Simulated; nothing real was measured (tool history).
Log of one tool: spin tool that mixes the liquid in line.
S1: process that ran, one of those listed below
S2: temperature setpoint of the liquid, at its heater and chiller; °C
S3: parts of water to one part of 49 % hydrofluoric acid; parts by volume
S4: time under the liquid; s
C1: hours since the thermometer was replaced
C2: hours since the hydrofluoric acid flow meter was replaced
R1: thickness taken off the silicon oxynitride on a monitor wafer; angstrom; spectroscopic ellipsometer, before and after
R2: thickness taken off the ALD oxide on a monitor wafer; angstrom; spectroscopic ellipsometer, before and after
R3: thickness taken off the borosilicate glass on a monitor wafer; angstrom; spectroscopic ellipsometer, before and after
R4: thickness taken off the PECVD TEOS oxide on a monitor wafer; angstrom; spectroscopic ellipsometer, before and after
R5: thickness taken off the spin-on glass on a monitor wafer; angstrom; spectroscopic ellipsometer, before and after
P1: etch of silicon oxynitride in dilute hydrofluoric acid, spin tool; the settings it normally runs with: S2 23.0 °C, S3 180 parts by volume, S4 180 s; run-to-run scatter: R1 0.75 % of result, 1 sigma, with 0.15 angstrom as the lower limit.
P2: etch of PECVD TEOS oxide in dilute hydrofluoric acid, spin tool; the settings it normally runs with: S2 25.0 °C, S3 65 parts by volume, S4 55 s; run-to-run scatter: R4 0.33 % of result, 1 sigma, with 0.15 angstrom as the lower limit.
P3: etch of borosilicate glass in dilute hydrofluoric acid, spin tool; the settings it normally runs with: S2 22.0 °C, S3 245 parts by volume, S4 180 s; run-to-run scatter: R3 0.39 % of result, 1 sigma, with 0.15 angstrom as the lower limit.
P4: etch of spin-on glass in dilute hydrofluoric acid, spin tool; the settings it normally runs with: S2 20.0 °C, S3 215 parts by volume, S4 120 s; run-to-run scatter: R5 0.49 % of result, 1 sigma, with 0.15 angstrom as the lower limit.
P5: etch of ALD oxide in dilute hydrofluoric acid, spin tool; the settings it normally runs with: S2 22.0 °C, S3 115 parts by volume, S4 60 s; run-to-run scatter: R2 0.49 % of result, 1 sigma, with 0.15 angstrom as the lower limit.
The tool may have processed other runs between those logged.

run	hour	S1	S2	S3	S4	C1	C2	R1	R2	R3	R4	R5
1	12.8	P1	23.0	180	180	359.4	177.4	27.634				
2	24.4	P5	22.0	180	60	371.0	189.0		84.392			
3	37.3	P1	23.0	180	365	383.9	201.9	56.573				
4	54.2	P1	23.0	325	180	400.8	218.8	14.102				
5	67.7	P1	27.0	75	180	414.3	232.3	88.349				
6	82.8	P3	30.0	245	180	429.4	247.4			217.090		
7	99.0	P2	25.0	65	55	445.6	263.6				130.750	
8	113.0	P1	23.0	180	180	459.6	277.6	28.035				
9	121.6	P5	22.0	115	110	468.2	286.2		258.720			
10	132.6	P4	28.0	215	120	479.2	297.2					129.900
11	143.9	P1	23.0	180	180	490.5	308.5	28.286				
12	152.3	P3	22.0	245	300	498.9	316.9			274.100		
13	168.7	P1	18.5	180	180	515.3	333.3	22.575				
14	184.6	P2	17.0	65	55	531.2	349.2				93.318	
15	196.1	P4	20.0	45	120	542.7	360.7					555.650
16	213.0	P1	23.0	180	70	559.6	377.6	10.849				
# hour 213.1: hydrofluoric acid flow meter replaced
17	223.5	P4	20.0	215	120	570.1	10.4					96.699
18	231.0	P4	20.0	215	200	577.6	17.9					162.960
19	242.3	P1	30.0	180	180	588.9	29.2	38.289				
20	254.6	P5	17.0	115	60	601.2	41.5		116.020			
21	271.0	P1	27.0	60	180	617.6	57.9	113.460				
22	281.9	P2	25.0	20	55	628.5	68.8				451.320	
23	297.6	P1	23.0	110	180	644.2	84.5	47.675				
24	310.4	P3	22.0	375	180	657.0	97.3			95.993		
25	322.6	P2	25.0	65	25	669.2	109.5				59.106	
26	338.4	P5	22.0	115	60	685.0	125.3		141.050			
27	353.2	P1	23.0	180	180	699.8	140.1	27.922				
28	368.8	P3	22.0	245	180	715.4	155.7			164.500		
29	377.5	P1	23.0	180	180	724.1	164.4	28.166				
30	389.9	P1	23.0	180	180	736.5	176.8	26.997				
31	404.6	P1	23.0	180	180	751.2	191.5	26.178				
32	420.5	P1	23.0	180	180	767.1	207.4	25.834				
33	432.2	P1	23.0	180	180	778.8	219.1	25.617				
34	439.7	P1	23.0	180	180	786.3	226.6	26.080				
35	449.5	P1	23.0	180	180	796.1	236.4	25.285				
36	460.9	P1	23.0	180	180	807.5	247.8	25.425				
37	468.5	P1	23.0	180	180	815.1	255.4	25.910				
38	481.6	P1	23.0	180	180	828.2	268.5	25.688				
39	498.0	P1	23.0	180	180	844.6	284.9	25.636				

Something has made what P1 gives creep away from where it was; the 2 causes below, each at its own stated size, fit the log equally well:
A: liquid colder than its thermometer reads (K) = 2.08
B: hydrofluoric acid flow below the setpoint (%) = 8.05
The gradual shift began around hour 377.5.

Question marks stand in for the results of the 4 check runs listed below, each run on one wafer. Under which run would the listed causes show clearly different results?
check 1	514.4	P2	17.0	50	55						?	
check 2	514.4	P5	17.0	115	110				?			
check 3	514.4	P4	20.0	80	170							?
check 4	514.4	P3	22.0	320	180					?		

Expected result of each check under each candidate cause:
check	result	if A	if B
check 1	R4	112.830	113.100
check 2	R2	194.180	192.960
check 3	R5	390.620	388.840
check 4	R3	109.260	105.490
Gap, in per cent, between the two causes that each check separates least, read from the result that separates them most: check 1 0.23 %; check 2 0.63 %; check 3 0.46 %; check 4 3.51 %
Only in check 4 would the causes give clearly different results; in the remaining checks their results would be nearly the same.

Then check 4 was run and gave: R3 105.540 angstrom. Which cause is it?

The cause is B: hydrofluoric acid flow below the setpoint (%).
